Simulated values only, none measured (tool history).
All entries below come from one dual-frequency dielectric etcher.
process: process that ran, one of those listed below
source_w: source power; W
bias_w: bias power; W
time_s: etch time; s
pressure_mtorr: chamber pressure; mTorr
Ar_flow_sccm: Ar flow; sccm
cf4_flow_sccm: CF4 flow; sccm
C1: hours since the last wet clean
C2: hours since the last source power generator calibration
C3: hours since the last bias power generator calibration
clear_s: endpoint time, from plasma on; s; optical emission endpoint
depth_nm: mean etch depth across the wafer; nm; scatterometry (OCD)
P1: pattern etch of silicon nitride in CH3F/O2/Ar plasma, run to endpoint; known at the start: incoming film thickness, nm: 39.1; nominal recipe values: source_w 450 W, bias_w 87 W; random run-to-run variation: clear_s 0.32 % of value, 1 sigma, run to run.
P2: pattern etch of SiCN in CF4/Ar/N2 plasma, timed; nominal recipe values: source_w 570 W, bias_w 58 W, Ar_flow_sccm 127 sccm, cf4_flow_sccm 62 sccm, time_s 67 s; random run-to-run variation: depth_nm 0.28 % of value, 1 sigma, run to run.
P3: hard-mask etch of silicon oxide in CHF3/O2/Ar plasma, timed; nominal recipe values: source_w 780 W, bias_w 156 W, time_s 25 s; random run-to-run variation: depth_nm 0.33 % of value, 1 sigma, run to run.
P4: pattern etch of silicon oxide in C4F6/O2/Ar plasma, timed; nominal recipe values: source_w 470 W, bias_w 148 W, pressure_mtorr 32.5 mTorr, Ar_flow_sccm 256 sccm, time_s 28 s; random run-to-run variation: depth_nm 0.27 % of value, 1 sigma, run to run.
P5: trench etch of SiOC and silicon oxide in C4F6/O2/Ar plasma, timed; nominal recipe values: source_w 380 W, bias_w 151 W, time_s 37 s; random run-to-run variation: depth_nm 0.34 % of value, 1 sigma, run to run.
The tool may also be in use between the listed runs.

Run 1, hour 9.7: process P1, source_w 450 W, bias_w 87 W; C1 131.1; C2 386.6; C3 641. Result: clear_s 52.364 s.
Run 2, hour 20.1: process P5, source_w 380 W, bias_w 151 W, time_s 37 s; C1 141.5; C2 397; C3 651.4. Result: depth_nm 68.544 nm.
Run 3, hour 30: process P5, source_w 380 W, bias_w 151 W, time_s 55.5 s; C1 151.4; C2 406.9; C3 661.3. Result: depth_nm 103.42 nm.
Run 4, hour 39.4: process P1, source_w 450 W, bias_w 87 W; C1 160.8; C2 416.3; C3 670.7. Result: clear_s 52.206 s.
Run 5, hour 51.7: process P3, source_w 780 W, bias_w 156 W, time_s 25 s; C1 173.1; C2 428.6; C3 683. Result: depth_nm 52.743 nm.
Run 6, hour 62.3: process P1, source_w 450 W, bias_w 87 W; C1 183.7; C2 439.2; C3 693.6. Result: clear_s 52.499 s.
Run 7, hour 73.3: process P1, source_w 450 W, bias_w 87 W; C1 194.7; C2 450.2; C3 704.6. Result: clear_s 52.261 s.
Run 8, hour 82.7: process P1, source_w 530 W, bias_w 87 W; C1 204.1; C2 459.6; C3 714. Result: clear_s 49.135 s.
Run 9, hour 93: process P1, source_w 550 W, bias_w 57 W; C1 214.4; C2 469.9; C3 724.3. Result: clear_s 55.593 s.
Run 10, hour 99.5: process P4, source_w 470 W, bias_w 148 W, time_s 28 s, pressure_mtorr 32.5 mTorr, Ar_flow_sccm 362 sccm; C1 220.9; C2 476.4; C3 730.8. Result: depth_nm 86.212 nm.
Run 11, hour 112.4: process P4, source_w 470 W, bias_w 148 W, time_s 28 s, pressure_mtorr 43.5 mTorr, Ar_flow_sccm 256 sccm; C1 233.8; C2 489.3; C3 743.7. Result: depth_nm 86.637 nm.
Run 12, hour 124.5: process P4, source_w 320 W, bias_w 148 W, time_s 28 s, pressure_mtorr 32.5 mTorr, Ar_flow_sccm 256 sccm; C1 245.9; C2 501.4; C3 755.8. Result: depth_nm 77.038 nm.
Run 13, hour 137.1: process P1, source_w 450 W, bias_w 87 W; C1 258.5; C2 514; C3 768.4. Result: clear_s 52.466 s.
Run 14, hour 147.7: process P5, source_w 380 W, bias_w 151 W, time_s 37 s; C1 269.1; C2 524.6; C3 779. Result: depth_nm 68.67 nm.
At hour 148.4: wet clean of the chamber.
Run 15, hour 158.6: process P1, source_w 360 W, bias_w 87 W; C1 10.2; C2 535.5; C3 789.9. Result: clear_s 56.623 s.
Run 16, hour 166.2: process P2, source_w 570 W, bias_w 58 W, time_s 67 s, Ar_flow_sccm 127 sccm, cf4_flow_sccm 43 sccm; C1 17.8; C2 543.1; C3 797.5. Result: depth_nm 55.654 nm.
Run 17, hour 175.9: process P5, source_w 530 W, bias_w 151 W, time_s 37 s; C1 27.5; C2 552.8; C3 807.2. Result: depth_nm 78.426 nm.
Run 18, hour 185.9: process P1, source_w 450 W, bias_w 87 W; C1 37.5; C2 562.8; C3 817.2. Result: clear_s 52.306 s.
Run 19, hour 191.6: process P2, source_w 570 W, bias_w 58 W, time_s 67 s, Ar_flow_sccm 127 sccm, cf4_flow_sccm 62 sccm; C1 43.2; C2 568.5; C3 822.9. Result: depth_nm 59.902 nm.
At hour 201.4: bias power generator calibrated.
Run 20, hour 204.4: process P1, source_w 450 W, bias_w 54 W; C1 56; C2 581.3; C3 3. Result: clear_s 61.16 s.
Run 21, hour 216.1: process P2, source_w 570 W, bias_w 58 W, time_s 85.5 s, Ar_flow_sccm 127 sccm, cf4_flow_sccm 62 sccm; C1 67.7; C2 593; C3 14.7. Result: depth_nm 76.242 nm.
Run 22, hour 227.3: process P2, source_w 570 W, bias_w 78 W, time_s 67 s, Ar_flow_sccm 127 sccm, cf4_flow_sccm 62 sccm; C1 78.9; C2 604.2; C3 25.9. Result: depth_nm 66.471 nm.

Estimate the outcome of run 23 from the log above:
Run 23, hour 239.1: process P4, source_w 470 W, bias_w 148 W, time_s 28 s, pressure_mtorr 32.5 mTorr, Ar_flow_sccm 256 sccm; C1 90.7; C2 616; C3 37.7. Result: depth_nm ?.

Run 23 came out at depth_nm 89.475 nm.

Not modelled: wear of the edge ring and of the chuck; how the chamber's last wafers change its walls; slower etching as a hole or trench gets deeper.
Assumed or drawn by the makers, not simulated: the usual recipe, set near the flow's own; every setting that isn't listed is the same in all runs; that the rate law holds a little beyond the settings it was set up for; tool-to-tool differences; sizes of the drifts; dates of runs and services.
